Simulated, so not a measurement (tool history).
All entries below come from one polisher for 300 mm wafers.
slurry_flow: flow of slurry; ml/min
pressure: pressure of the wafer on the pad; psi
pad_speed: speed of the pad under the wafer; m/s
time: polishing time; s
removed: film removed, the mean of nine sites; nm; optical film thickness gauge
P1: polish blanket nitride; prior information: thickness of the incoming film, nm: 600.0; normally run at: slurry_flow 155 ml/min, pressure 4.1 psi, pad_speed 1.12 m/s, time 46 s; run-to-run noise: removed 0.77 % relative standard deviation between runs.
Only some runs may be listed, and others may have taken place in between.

run,day,slurry_flow,pressure,pad_speed,time,wafers polished on this pad,hours since the slurry nozzle was cleaned,hours since the head pressure was calibrated,removed
1,0.304,155,4.1,1.12,46,590,137.9,327,96.924
2,0.488,155,4.1,0.5,46,649,142.3,331.4,50.947
# day 0.629: slurry nozzle cleaned
3,0.754,155,5.7,1.12,46,736,3,337.8,134.52
4,1.075,155,2.8,1.12,71,840,10.7,345.5,103.3
5,1.254,225,4.1,1.12,46,898,15,349.8,103.05
6,1.588,155,4.1,1.12,46,1006,23,357.8,95.834
7,1.842,155,4.1,1.12,46,1089,29.1,363.9,97.021
# day 2.117: head pressure recalibrated
8,2.167,155,4.1,1.12,26,1194,36.9,1.3,55.368
9,2.358,155,4.1,1.12,46,1257,41.5,5.9,96.813
10,2.525,155,4.1,1.12,68,1311,45.5,9.9,143.08
11,2.858,155,2.8,1.12,46,1419,53.5,17.9,65.923
12,3.108,210,6.1,1.12,46,1500,59.5,23.9,150.71
13,3.396,95,4.1,1.12,46,1593,66.4,30.8,87.066
14,3.65,155,4.1,1.72,46,1676,72.5,36.9,135.68
15,3.95,155,4.1,1.12,46,1773,79.7,44.1,96.827

Predict the results of run 16:
16,4.104,155,4.1,1.12,46,1823,83.4,47.8,?

{"run 16": {"removed": 95.615}}
